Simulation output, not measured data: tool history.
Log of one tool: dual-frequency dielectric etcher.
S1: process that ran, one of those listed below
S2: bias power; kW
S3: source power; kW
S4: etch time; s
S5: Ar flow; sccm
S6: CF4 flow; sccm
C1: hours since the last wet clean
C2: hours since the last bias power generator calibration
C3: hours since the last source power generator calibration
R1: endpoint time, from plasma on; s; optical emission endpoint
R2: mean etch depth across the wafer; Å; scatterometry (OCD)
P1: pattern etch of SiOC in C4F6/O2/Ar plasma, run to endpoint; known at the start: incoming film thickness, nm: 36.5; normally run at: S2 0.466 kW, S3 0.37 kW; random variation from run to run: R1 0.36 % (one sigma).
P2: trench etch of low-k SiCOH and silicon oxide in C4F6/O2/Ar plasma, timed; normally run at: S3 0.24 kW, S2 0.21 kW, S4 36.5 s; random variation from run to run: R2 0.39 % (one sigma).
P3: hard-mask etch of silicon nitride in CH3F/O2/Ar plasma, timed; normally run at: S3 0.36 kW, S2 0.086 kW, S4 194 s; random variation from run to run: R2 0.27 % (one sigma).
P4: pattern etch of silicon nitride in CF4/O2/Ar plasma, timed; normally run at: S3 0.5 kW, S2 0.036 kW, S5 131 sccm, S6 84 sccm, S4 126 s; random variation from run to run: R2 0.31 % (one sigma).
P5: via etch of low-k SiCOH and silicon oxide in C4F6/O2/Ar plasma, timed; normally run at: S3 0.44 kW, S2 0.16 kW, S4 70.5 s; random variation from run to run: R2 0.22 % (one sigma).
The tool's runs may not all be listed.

run	day	S1	S2	S3	S4	S5	S6	C1	C2	C3	R1	R2
1	0.667	P1	0.466	0.37				141.5	2627.4	2402	12.971	
2	1.142	P2	0.21	0.24	36.5			152.9	2638.8	2413.4		980.56
3	1.488	P1	0.466	0.37				161.2	2647.1	2421.7	12.959	
4	1.896	P1	0.466	0.44				171	2656.9	2431.5	12.158	
5	2.292	P3	0.086	0.36	194			180.5	2666.4	2441		1363.3
6	2.65	P3	0.086	0.36	147			189.1	2675	2449.6		1041.6
7	3.088	P3	0.086	0.36	194			199.6	2685.5	2460.1		1364.6
8	3.492	P5	0.216	0.44	70.5			209.3	2695.2	2469.8		2018.1
9	3.904	P4	0.036	0.5	126	131	67	219.2	2705.1	2479.7		1881.2
10	4.338	P3	0.086	0.21	194			229.6	2715.5	2490.1		1122.5
11	4.958	P1	0.301	0.37				244.5	2730.4	2505	15.195	
12	5.642	P1	0.466	0.37				260.9	2746.8	2521.4	12.943	
13	6.317	P4	0.036	0.63	126	131	84	277.1	2763	2537.6		2393.6
14	6.871	P1	0.466	0.37				290.4	2776.3	2550.9	12.998	
15	7.521	P4	0.036	0.5	84.5	131	84	306	2791.9	2566.5		1308.8
16	8.142	P2	0.15	0.24	36.5			320.9	2806.8	2581.4		876.05
17	8.521	P5	0.16	0.44	39			330	2815.9	2590.5		1013.8
18	9.017	P1	0.466	0.22				341.9	2827.8	2602.4	15.7	
19	9.5	P2	0.21	0.32	36.5			353.5	2839.4	2614		1093.2
20	9.975	P4	0.05	0.5	126	131	84	364.9	2850.8	2625.4		2207.8
21	10.396	P1	0.466	0.37				375	2860.9	2635.5	12.948	
22	11.058	P2	0.21	0.24	49.5			390.9	2876.8	2651.4		1339.7
23	11.608	P4	0.036	0.5	126	131	84	404.1	2890	2664.6		1955.2
24	12.017	P5	0.16	0.44	70.5			413.9	2899.8	2674.4		1833.8
25	12.438	P1	0.559	0.37				424	2909.9	2684.5	12.1	
26	12.996	P5	0.16	0.62	70.5			437.4	2923.3	2697.9		2102.9
27	13.679	P3	0.115	0.36	194			453.8	2939.7	2714.3		1518.7
28	14.154	P4	0.036	0.5	126	76	84	465.2	2951.1	2725.7		2111.4
29	14.683	P5	0.16	0.44	70.5			477.9	2963.8	2738.4		1837.2
30	15.271	P1	0.347	0.27				492	2977.9	2752.5	16.19	
31	15.854	P1	0.466	0.37				506	2991.9	2766.5	12.917	

Run 32 comes next. What will it give?
32	16.233	P1	0.466	0.37				515.1	3001	2775.6	?	

{"run 32": {"R1": 12.811}}
